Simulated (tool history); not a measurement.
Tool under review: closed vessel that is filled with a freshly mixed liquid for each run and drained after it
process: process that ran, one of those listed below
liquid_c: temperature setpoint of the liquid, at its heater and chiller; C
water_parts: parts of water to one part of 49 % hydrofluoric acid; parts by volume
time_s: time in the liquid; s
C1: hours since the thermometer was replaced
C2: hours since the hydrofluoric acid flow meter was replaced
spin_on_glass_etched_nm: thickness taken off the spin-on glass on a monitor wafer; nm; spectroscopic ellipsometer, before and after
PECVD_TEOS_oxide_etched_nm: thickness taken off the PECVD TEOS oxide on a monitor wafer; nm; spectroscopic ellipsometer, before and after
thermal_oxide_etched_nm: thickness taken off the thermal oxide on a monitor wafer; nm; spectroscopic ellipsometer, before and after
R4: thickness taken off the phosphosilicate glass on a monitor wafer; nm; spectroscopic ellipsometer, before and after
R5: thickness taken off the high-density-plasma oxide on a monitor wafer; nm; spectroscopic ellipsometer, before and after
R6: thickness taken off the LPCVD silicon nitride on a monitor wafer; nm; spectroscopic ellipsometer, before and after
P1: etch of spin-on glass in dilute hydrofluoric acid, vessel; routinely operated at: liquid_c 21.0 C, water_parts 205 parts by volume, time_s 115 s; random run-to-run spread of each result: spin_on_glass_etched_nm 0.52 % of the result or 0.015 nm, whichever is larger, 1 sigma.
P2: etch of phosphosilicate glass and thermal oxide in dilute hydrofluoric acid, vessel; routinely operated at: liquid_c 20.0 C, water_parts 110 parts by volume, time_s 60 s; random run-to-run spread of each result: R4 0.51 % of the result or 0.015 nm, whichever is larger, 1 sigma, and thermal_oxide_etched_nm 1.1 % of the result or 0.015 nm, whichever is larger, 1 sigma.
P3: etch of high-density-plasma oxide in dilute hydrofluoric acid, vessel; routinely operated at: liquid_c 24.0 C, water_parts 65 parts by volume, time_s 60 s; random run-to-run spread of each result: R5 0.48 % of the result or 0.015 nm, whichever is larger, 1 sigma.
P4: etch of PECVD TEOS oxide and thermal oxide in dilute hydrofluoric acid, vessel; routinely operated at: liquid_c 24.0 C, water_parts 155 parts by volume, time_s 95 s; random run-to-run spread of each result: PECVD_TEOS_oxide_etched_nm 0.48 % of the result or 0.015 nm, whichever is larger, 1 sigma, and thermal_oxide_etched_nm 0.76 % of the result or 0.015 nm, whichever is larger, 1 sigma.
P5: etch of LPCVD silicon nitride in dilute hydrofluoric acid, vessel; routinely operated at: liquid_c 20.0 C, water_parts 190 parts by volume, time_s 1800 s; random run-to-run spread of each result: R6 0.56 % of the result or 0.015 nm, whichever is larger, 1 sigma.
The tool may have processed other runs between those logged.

Run 1, day 0.133: process P1, liquid_c 21.0 C, water_parts 205 parts by volume, time_s 115 s; C1 1917.0; C2 1644.8. Result: spin_on_glass_etched_nm 12.3220 nm.
Run 2, day 0.246: process P1, liquid_c 21.0 C, water_parts 205 parts by volume, time_s 115 s; C1 1919.7; C2 1647.5. Result: spin_on_glass_etched_nm 12.2440 nm.
Run 3, day 0.367: process P4, liquid_c 29.5 C, water_parts 155 parts by volume, time_s 95 s; C1 1922.6; C2 1650.4. Result: PECVD_TEOS_oxide_etched_nm 16.491 nm, thermal_oxide_etched_nm 3.45300 nm.
Run 4, day 0.504: process P1, liquid_c 21.0 C, water_parts 90 parts by volume, time_s 115 s; C1 1925.9; C2 1653.7. Result: spin_on_glass_etched_nm 31.9920 nm.
Run 5, day 0.629: process P2, liquid_c 20.0 C, water_parts 110 parts by volume, time_s 60 s; C1 1928.9; C2 1656.7. Result: thermal_oxide_etched_nm 2.21430 nm, R4 73.879 nm.
Run 6, day 0.708: process P3, liquid_c 30.0 C, water_parts 65 parts by volume, time_s 60 s; C1 1930.8; C2 1658.6. Result: R5 6.4472 nm.
Run 7, day 0.867: process P4, liquid_c 24.0 C, water_parts 155 parts by volume, time_s 30 s; C1 1934.6; C2 1662.4. Result: PECVD_TEOS_oxide_etched_nm 4.257 nm, thermal_oxide_etched_nm 0.88242 nm.
Run 8, day 1.017: process P3, liquid_c 24.0 C, water_parts 65 parts by volume, time_s 60 s; C1 1938.2; C2 1666.0. Result: R5 5.0693 nm.
Run 9, day 1.192: process P1, liquid_c 21.0 C, water_parts 205 parts by volume, time_s 225 s; C1 1942.4; C2 1670.2. Result: spin_on_glass_etched_nm 23.7840 nm.
Run 10, day 1.283: process P1, liquid_c 21.0 C, water_parts 205 parts by volume, time_s 115 s; C1 1944.6; C2 1672.4. Result: spin_on_glass_etched_nm 12.2940 nm.
Run 11, day 1.458: process P1, liquid_c 17.0 C, water_parts 205 parts by volume, time_s 40 s; C1 1948.8; C2 1676.6. Result: spin_on_glass_etched_nm 3.6877 nm.
Run 12, day 1.538: process P3, liquid_c 24.0 C, water_parts 30 parts by volume, time_s 60 s; C1 1950.7; C2 1678.5. Result: R5 11.5300 nm.
Run 13, day 1.683: process P5, liquid_c 17.0 C, water_parts 190 parts by volume, time_s 1800 s; C1 1954.2; C2 1682.0. Result: R6 3.1514 nm.
Run 14, day 1.796: process P1, liquid_c 17.0 C, water_parts 205 parts by volume, time_s 30 s; C1 1956.9; C2 1684.7. Result: spin_on_glass_etched_nm 2.7287 nm.
Run 15, day 1.925: process P1, liquid_c 21.0 C, water_parts 205 parts by volume, time_s 115 s; C1 1960.0; C2 1687.8. Result: spin_on_glass_etched_nm 12.4140 nm.
Run 16, day 2.071: process P1, liquid_c 21.0 C, water_parts 360 parts by volume, time_s 115 s; C1 1963.5; C2 1691.3. Result: spin_on_glass_etched_nm 6.0981 nm.
Run 17, day 2.171: process P5, liquid_c 20.0 C, water_parts 190 parts by volume, time_s 1800 s; C1 1965.9; C2 1693.7. Result: R6 3.8457 nm.
Run 18, day 2.258: process P1, liquid_c 21.0 C, water_parts 205 parts by volume, time_s 115 s; C1 1968.0; C2 1695.8. Result: spin_on_glass_etched_nm 12.4250 nm.
Run 19, day 2.358: process P5, liquid_c 20.0 C, water_parts 190 parts by volume, time_s 3150 s; C1 1970.4; C2 1698.2. Result: R6 6.7133 nm.
Run 20, day 2.467: process P1, liquid_c 17.0 C, water_parts 140 parts by volume, time_s 115 s; C1 1973.0; C2 1700.8. Result: spin_on_glass_etched_nm 16.3590 nm.
Run 21, day 2.558: process P1, liquid_c 21.0 C, water_parts 205 parts by volume, time_s 115 s; C1 1975.2; C2 1703.0. Result: spin_on_glass_etched_nm 12.2300 nm.
Run 22, day 2.725: process P1, liquid_c 26.0 C, water_parts 205 parts by volume, time_s 115 s; C1 1979.2; C2 1707.0. Result: spin_on_glass_etched_nm 14.7560 nm.
Run 23, day 2.812: process P2, liquid_c 20.0 C, water_parts 60 parts by volume, time_s 60 s; C1 1981.3; C2 1709.1. Result: thermal_oxide_etched_nm 4.41530 nm, R4 143.940 nm.
Run 24, day 2.921: process P3, liquid_c 24.0 C, water_parts 65 parts by volume, time_s 120 s; C1 1983.9; C2 1711.7. Result: R5 10.0640 nm.
Run 25, day 3.038: process P1, liquid_c 17.0 C, water_parts 205 parts by volume, time_s 115 s; C1 1986.7; C2 1714.5. Result: spin_on_glass_etched_nm 10.4980 nm.
Run 26, day 3.150: process P2, liquid_c 17.0 C, water_parts 110 parts by volume, time_s 60 s; C1 1989.4; C2 1717.2. Result: thermal_oxide_etched_nm 1.97820 nm, R4 65.379 nm.
Run 27, day 3.262: process P5, liquid_c 20.0 C, water_parts 280 parts by volume, time_s 1800 s; C1 1992.1; C2 1719.9. Result: R6 2.6422 nm.
Run 28, day 3.400: process P2, liquid_c 20.0 C, water_parts 110 parts by volume, time_s 30 s; C1 1995.4; C2 1723.2. Result: thermal_oxide_etched_nm 1.16180 nm, R4 37.088 nm.
Run 29, day 3.562: process P1, liquid_c 21.0 C, water_parts 205 parts by volume, time_s 115 s; C1 1999.3; C2 1727.1. Result: spin_on_glass_etched_nm 12.3400 nm.
Run 30, day 3.700: process P4, liquid_c 24.0 C, water_parts 155 parts by volume, time_s 95 s; C1 2002.6; C2 1730.4. Result: PECVD_TEOS_oxide_etched_nm 13.456 nm, thermal_oxide_etched_nm 2.79850 nm.
Run 31, day 3.850: process P1, liquid_c 21.0 C, water_parts 205 parts by volume, time_s 30 s; C1 2006.2; C2 1734.0. Result: spin_on_glass_etched_nm 3.2278 nm.
Run 32, day 3.983: process P4, liquid_c 24.0 C, water_parts 95 parts by volume, time_s 95 s; C1 2009.4; C2 1737.2. Result: PECVD_TEOS_oxide_etched_nm 23.511 nm, thermal_oxide_etched_nm 4.83780 nm.
Run 33, day 4.146: process P1, liquid_c 21.0 C, water_parts 205 parts by volume, time_s 115 s; C1 2013.3; C2 1741.1. Result: spin_on_glass_etched_nm 12.2280 nm.
Run 34, day 4.250: process P1, liquid_c 21.0 C, water_parts 205 parts by volume, time_s 115 s; C1 2015.8; C2 1743.6. Result: spin_on_glass_etched_nm 12.6790 nm.
Run 35, day 4.417: process P1, liquid_c 21.0 C, water_parts 205 parts by volume, time_s 115 s; C1 2019.8; C2 1747.6. Result: spin_on_glass_etched_nm 13.1170 nm.
Run 36, day 4.562: process P1, liquid_c 21.0 C, water_parts 205 parts by volume, time_s 115 s; C1 2023.3; C2 1751.1. Result: spin_on_glass_etched_nm 13.0270 nm.
Run 37, day 4.729: process P1, liquid_c 21.0 C, water_parts 205 parts by volume, time_s 115 s; C1 2027.3; C2 1755.1. Result: spin_on_glass_etched_nm 13.1660 nm.
Run 38, day 4.858: process P1, liquid_c 21.0 C, water_parts 205 parts by volume, time_s 115 s; C1 2030.4; C2 1758.2. Result: spin_on_glass_etched_nm 13.3350 nm.
Run 39, day 4.983: process P1, liquid_c 21.0 C, water_parts 205 parts by volume, time_s 115 s; C1 2033.4; C2 1761.2. Result: spin_on_glass_etched_nm 13.2660 nm.

The log shows P1 creeping away from where it was. Any of the 2 causes listed here, at the size stated for it, fits the log just as well as the others:
A: liquid hotter than its thermometer reads (K) = 2
B: hydrofluoric acid flow above the setpoint (%) = 6.47
The creep began at about day 4.146.

Which of the 4 check runs listed below separates the causes, so that each cause would produce a clearly different result? Each run uses one wafer, and its results are marked with question marks.
Run check 1, day 5.108: process P2, liquid_c 20.0 C, water_parts 110 parts by volume, time_s 60 s. Result: thermal_oxide_etched_nm ?, R4 ?.
Run check 2, day 5.108: process P3, liquid_c 24.0 C, water_parts 65 parts by volume, time_s 60 s. Result: R5 ?.
Run check 3, day 5.108: process P4, liquid_c 24.0 C, water_parts 155 parts by volume, time_s 95 s. Result: PECVD_TEOS_oxide_etched_nm ?, thermal_oxide_etched_nm ?.
Run check 4, day 5.108: process P5, liquid_c 20.0 C, water_parts 190 parts by volume, time_s 1800 s. Result: R6 ?.

How each check would come out, cause by cause:
  check                      result     if A     if B
check 1     thermal_oxide_etched_nm  2.45440  2.42790
check 1                          R4   80.310   79.444
check 2                          R5   5.4696   5.3998
check 3  PECVD_TEOS_oxide_etched_nm   14.444   14.416
check 3     thermal_oxide_etched_nm  3.01680  3.01090
check 4                          R6   4.3929   4.0978
Separation of the two closest causes in each check, using whichever result separates them best: check 1 1.08 %; check 2 1.28 %; check 3 0.2 %; check 4 6.95 %
The causes can be told apart only by check 4. The other checks would give nearly the same results under each of them.

Check 4 was then run and gave: R6 4.3714 nm. Which cause is it?

A is the cause: liquid hotter than its thermometer reads (K).

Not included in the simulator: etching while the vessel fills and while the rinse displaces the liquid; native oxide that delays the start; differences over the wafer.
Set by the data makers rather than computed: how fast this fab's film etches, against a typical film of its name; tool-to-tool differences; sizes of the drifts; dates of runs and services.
